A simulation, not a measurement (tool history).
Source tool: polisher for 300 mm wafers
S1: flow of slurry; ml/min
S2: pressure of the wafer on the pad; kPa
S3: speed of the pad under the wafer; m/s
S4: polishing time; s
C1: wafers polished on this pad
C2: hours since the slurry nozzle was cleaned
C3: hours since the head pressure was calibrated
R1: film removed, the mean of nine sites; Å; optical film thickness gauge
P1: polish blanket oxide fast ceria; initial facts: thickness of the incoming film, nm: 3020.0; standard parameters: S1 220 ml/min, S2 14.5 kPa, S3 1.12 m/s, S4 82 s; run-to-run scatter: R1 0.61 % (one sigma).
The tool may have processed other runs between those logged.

run	hour	S1	S2	S3	S4	C1	C2	C3	R1
1	5.5	220	14.5	1.12	82	390	63.9	235.2	11307
2	13	220	14.5	1.12	82	479	71.4	242.7	11267
3	20.1	330	14.5	1.12	82	563	78.5	249.8	11784
4	24.3	220	14.5	1.12	48	613	82.7	254	6688.6
5	29.1	130	14.5	1.12	82	670	87.5	258.8	10465
6	37.3	220	22.1	1.12	82	768	95.7	267	16949
7	45.7	220	14.5	1.58	82	867	104.1	275.4	15695
8	49.5	220	14.5	1.12	82	913	107.9	279.2	11237
9	53.8	220	19.3	1.12	106	964	112.2	283.5	19244
10	58.2	220	14.5	0.84	82	1016	116.6	287.9	8520.5
11	63.5	220	9	1.12	82	1079	121.9	293.2	6958.2
12	70.1	220	14.5	1.12	124	1157	128.5	299.8	17266
13	75.7	335	9.7	1.12	82	1224	134.1	305.4	7730.9
14	82.5	220	14.5	1.12	82	1305	140.9	312.2	11162
15	88.1	220	14.5	1.12	82	1371	146.5	317.8	11222
16	95.4	220	14.5	1.12	82	1458	153.8	325.1	11124
17	99.7	220	14.5	1.12	82	1509	158.1	329.4	11131
18	106.2	220	14.5	1.12	82	1586	164.6	335.9	11192
19	113.5	220	14.5	1.12	82	1673	171.9	343.2	10925
20	122.1	220	14.5	1.12	82	1775	180.5	351.8	10736
# hour 126.5: worn pad replaced by a new one
21	130.6	220	14.5	1.12	82	49	189	360.3	10561
22	138.4	220	14.5	1.12	82	141	196.8	368.1	10535
23	146.6	220	14.5	1.12	82	239	205	376.3	10362
24	153.4	220	14.5	1.12	82	320	211.8	383.1	10446
25	158.9	220	14.5	1.12	82	385	217.3	388.6	10469
26	165.1	220	14.5	1.12	82	459	223.5	394.8	10516
27	170.7	220	14.5	1.12	82	525	229.1	400.4	10486

What P1 gives has crept away from where it was. These 2 causes fit the log equally well, each at the size given:
A: head's pressure below its setpoint, % = 7.06
B: slurry flow missing at the pad, % = 38.4
Onset of the creep was near hour 99.7.
Each remaining cause and why it is not a fit:
removal rate lost through wear of the pad, %: was serviced at hour 126.5, once the creep was under way, yet the earlier output never came back

Consider the 4 check runs below, whose results appear as question marks and each of which averages 2 wafers. Which one distinguishes the causes, in that each cause would give it a clearly different result?
check 1	176.3	140	14.5	1.12	82				?
check 2	176.3	220	20.7	1.34	82				?
check 3	176.3	220	18.6	1.12	82				?
check 4	176.3	220	20	1.12	108				?

If the cause were each of the candidates in turn, the checks would give the following:
check	result	if A	if B
check 1	R1	9788.6	9428.9
check 2	R1	17894	17894
check 3	R1	13461	13460
check 4	R1	19042	19041
Per-check spread between the two closest causes, in the result where they differ most: check 1 3.74 %; check 2 0.01 %; check 3 0.01 %; check 4 0.01 %
Only in check 1 would the causes give clearly different results; in the remaining checks their results would be nearly the same.

Check 1 was then run and gave: R1 9497.8 Å. Which cause is it?

It was cause B: slurry flow missing at the pad, %.
